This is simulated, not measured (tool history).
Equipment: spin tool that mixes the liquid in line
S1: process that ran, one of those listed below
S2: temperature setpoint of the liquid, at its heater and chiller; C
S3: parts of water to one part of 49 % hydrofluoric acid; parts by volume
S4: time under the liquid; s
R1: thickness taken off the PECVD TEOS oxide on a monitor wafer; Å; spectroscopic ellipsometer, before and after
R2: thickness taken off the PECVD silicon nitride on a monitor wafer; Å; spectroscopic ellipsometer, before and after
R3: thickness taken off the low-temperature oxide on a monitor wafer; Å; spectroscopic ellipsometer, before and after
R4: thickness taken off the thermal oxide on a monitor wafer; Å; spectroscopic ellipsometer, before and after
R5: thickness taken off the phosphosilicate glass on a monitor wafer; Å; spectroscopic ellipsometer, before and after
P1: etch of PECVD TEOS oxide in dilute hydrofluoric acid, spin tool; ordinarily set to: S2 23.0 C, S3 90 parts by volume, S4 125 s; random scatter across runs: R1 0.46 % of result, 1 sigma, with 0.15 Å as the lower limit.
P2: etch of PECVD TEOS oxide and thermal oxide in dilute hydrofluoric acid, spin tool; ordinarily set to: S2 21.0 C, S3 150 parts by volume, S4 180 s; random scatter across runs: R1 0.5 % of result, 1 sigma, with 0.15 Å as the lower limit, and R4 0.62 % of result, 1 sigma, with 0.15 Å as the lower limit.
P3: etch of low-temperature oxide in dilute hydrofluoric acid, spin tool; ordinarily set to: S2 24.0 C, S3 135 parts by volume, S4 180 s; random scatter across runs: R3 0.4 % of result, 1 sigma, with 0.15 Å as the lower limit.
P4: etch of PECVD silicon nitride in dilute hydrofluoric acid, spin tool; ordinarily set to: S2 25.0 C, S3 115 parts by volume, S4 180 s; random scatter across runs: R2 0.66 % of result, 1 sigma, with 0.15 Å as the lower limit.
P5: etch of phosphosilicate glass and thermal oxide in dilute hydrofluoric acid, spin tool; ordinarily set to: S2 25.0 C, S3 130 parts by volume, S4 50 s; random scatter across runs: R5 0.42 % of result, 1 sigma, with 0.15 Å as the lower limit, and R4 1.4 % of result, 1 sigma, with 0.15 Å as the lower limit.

Run 1, day 0.379: S1 P1, S2 23.0 C, S3 90 parts by volume, S4 125 s. Result: R1 228.010 Å.
Run 2, day 0.958: S1 P4, S2 25.0 C, S3 115 parts by volume, S4 180 s. Result: R2 45.9910 Å.
Run 3, day 1.629: S1 P1, S2 23.0 C, S3 90 parts by volume, S4 125 s. Result: R1 228.470 Å.
Run 4, day 2.038: S1 P3, S2 27.5 C, S3 135 parts by volume, S4 180 s. Result: R3 408.98 Å.
At day 2.167: thermometer replaced.
Run 5, day 2.667: S1 P1, S2 28.0 C, S3 90 parts by volume, S4 45 s. Result: R1 99.656 Å.
Run 6, day 3.225: S1 P1, S2 28.5 C, S3 90 parts by volume, S4 125 s. Result: R1 282.130 Å.
Run 7, day 3.546: S1 P1, S2 23.0 C, S3 90 parts by volume, S4 125 s. Result: R1 227.650 Å.
Run 8, day 4.250: S1 P3, S2 24.0 C, S3 195 parts by volume, S4 180 s. Result: R3 231.90 Å.
Run 9, day 4.708: S1 P1, S2 23.0 C, S3 90 parts by volume, S4 125 s. Result: R1 226.210 Å.
Run 10, day 5.312: S1 P2, S2 17.0 C, S3 150 parts by volume, S4 180 s. Result: R1 144.330 Å, R4 41.6170 Å.
Run 11, day 5.692: S1 P1, S2 23.0 C, S3 90 parts by volume, S4 50 s. Result: R1 91.005 Å.
Run 12, day 6.358: S1 P2, S2 21.0 C, S3 150 parts by volume, S4 25 s. Result: R1 23.731 Å, R4 6.7832 Å.
Run 13, day 7.000: S1 P5, S2 25.0 C, S3 130 parts by volume, S4 95 s. Result: R4 36.0210 Å, R5 593.19 Å.
Run 14, day 7.358: S1 P1, S2 23.0 C, S3 90 parts by volume, S4 225 s. Result: R1 408.490 Å.
Run 15, day 7.704: S1 P1, S2 23.0 C, S3 30 parts by volume, S4 125 s. Result: R1 737.620 Å.
Run 16, day 8.104: S1 P1, S2 23.0 C, S3 90 parts by volume, S4 125 s. Result: R1 226.800 Å.
Run 17, day 8.688: S1 P5, S2 25.0 C, S3 130 parts by volume, S4 50 s. Result: R4 18.3350 Å, R5 312.97 Å.
Run 18, day 9.375: S1 P5, S2 25.0 C, S3 180 parts by volume, S4 50 s. Result: R4 12.4980 Å, R5 213.68 Å.
Run 19, day 9.758: S1 P1, S2 23.0 C, S3 90 parts by volume, S4 125 s. Result: R1 229.550 Å.
At day 10.112: hydrofluoric acid flow meter replaced.
Run 20, day 10.133: S1 P2, S2 21.0 C, S3 150 parts by volume, S4 180 s. Result: R1 169.320 Å, R4 48.5260 Å.
Run 21, day 10.692: S1 P3, S2 24.0 C, S3 135 parts by volume, S4 180 s. Result: R3 357.05 Å.
Run 22, day 11.017: S1 P2, S2 21.0 C, S3 270 parts by volume, S4 180 s. Result: R1 84.138 Å, R4 24.2420 Å.
Run 23, day 11.421: S1 P2, S2 21.0 C, S3 150 parts by volume, S4 180 s. Result: R1 170.000 Å, R4 48.5700 Å.
Run 24, day 11.746: S1 P1, S2 18.5 C, S3 90 parts by volume, S4 125 s. Result: R1 188.530 Å.
Run 25, day 12.192: S1 P4, S2 17.5 C, S3 115 parts by volume, S4 180 s. Result: R2 27.2790 Å.
Run 26, day 12.679: S1 P3, S2 24.0 C, S3 135 parts by volume, S4 180 s. Result: R3 357.54 Å.
Run 27, day 13.117: S1 P1, S2 23.0 C, S3 90 parts by volume, S4 125 s. Result: R1 227.400 Å.
Run 28, day 13.650: S1 P1, S2 23.0 C, S3 160 parts by volume, S4 125 s. Result: R1 117.970 Å.
Run 29, day 14.092: S1 P3, S2 24.0 C, S3 135 parts by volume, S4 275 s. Result: R3 545.85 Å.
Run 30, day 14.554: S1 P4, S2 25.0 C, S3 115 parts by volume, S4 180 s. Result: R2 45.9870 Å.
Run 31, day 15.175: S1 P4, S2 25.0 C, S3 65 parts by volume, S4 180 s. Result: R2 81.1760 Å.
Run 32, day 15.754: S1 P4, S2 25.0 C, S3 115 parts by volume, S4 25 s. Result: R2 6.4455 Å.
Run 33, day 16.088: S1 P5, S2 30.0 C, S3 130 parts by volume, S4 50 s. Result: R4 22.0080 Å, R5 375.40 Å.
Run 34, day 16.429: S1 P5, S2 25.0 C, S3 130 parts by volume, S4 50 s. Result: R4 18.4900 Å, R5 313.21 Å.
Run 35, day 16.975: S1 P1, S2 23.0 C, S3 90 parts by volume, S4 125 s. Result: R1 227.160 Å.
Run 36, day 17.450: S1 P1, S2 23.0 C, S3 90 parts by volume, S4 125 s. Result: R1 238.880 Å.
Run 37, day 17.950: S1 P1, S2 23.0 C, S3 90 parts by volume, S4 125 s. Result: R1 243.540 Å.
Run 38, day 18.262: S1 P1, S2 23.0 C, S3 90 parts by volume, S4 125 s. Result: R1 243.850 Å.
Run 39, day 18.779: S1 P1, S2 23.0 C, S3 90 parts by volume, S4 125 s. Result: R1 248.200 Å.
Run 40, day 19.404: S1 P1, S2 23.0 C, S3 90 parts by volume, S4 125 s. Result: R1 249.640 Å.
Run 41, day 19.792: S1 P1, S2 23.0 C, S3 90 parts by volume, S4 125 s. Result: R1 248.520 Å.
Run 42, day 20.450: S1 P1, S2 23.0 C, S3 90 parts by volume, S4 125 s. Result: R1 250.550 Å.

What P1 gives has crept away from where it was. These 2 causes fit the log equally well, each at the size given:
A: liquid hotter than its thermometer reads (K) = 2.43
B: hydrofluoric acid flow above the setpoint (%) = 9.11
Onset of the creep was near day 16.975.

Question marks stand in for the results of the 4 check runs listed below, each run on one wafer. Under which run would the listed causes show clearly different results?
Run check 1, day 21.108: S1 P4, S2 25.0 C, S3 115 parts by volume, S4 180 s. Result: R2 ?.
Run check 2, day 21.108: S1 P5, S2 25.0 C, S3 130 parts by volume, S4 50 s. Result: R4 ?, R5 ?.
Run check 3, day 21.108: S1 P2, S2 21.0 C, S3 150 parts by volume, S4 180 s. Result: R1 ?, R4 ?.
Run check 4, day 21.108: S1 P3, S2 24.0 C, S3 135 parts by volume, S4 180 s. Result: R3 ?.

If the cause were each of the candidates in turn, the checks would give the following:
  check  result     if A     if B
check 1      R2  53.7280  50.1050
check 2      R4  20.1120  20.2760
check 2      R5   344.15   346.96
check 3      R1  187.120  188.250
check 3      R4  53.7620  54.0860
check 4      R3   391.57   394.58
Separation of the two closest causes in each check, using whichever result separates them best: check 1 6.98 %; check 2 0.81 %; check 3 0.6 %; check 4 0.77 %
Check 1 is the one run that separates the causes; every other check would come out nearly the same whichever cause is at work.

Running check 1 produced the following: R2 50.0900 Å. Which one of the listed causes fits?

It is B: hydrofluoric acid flow above the setpoint (%).
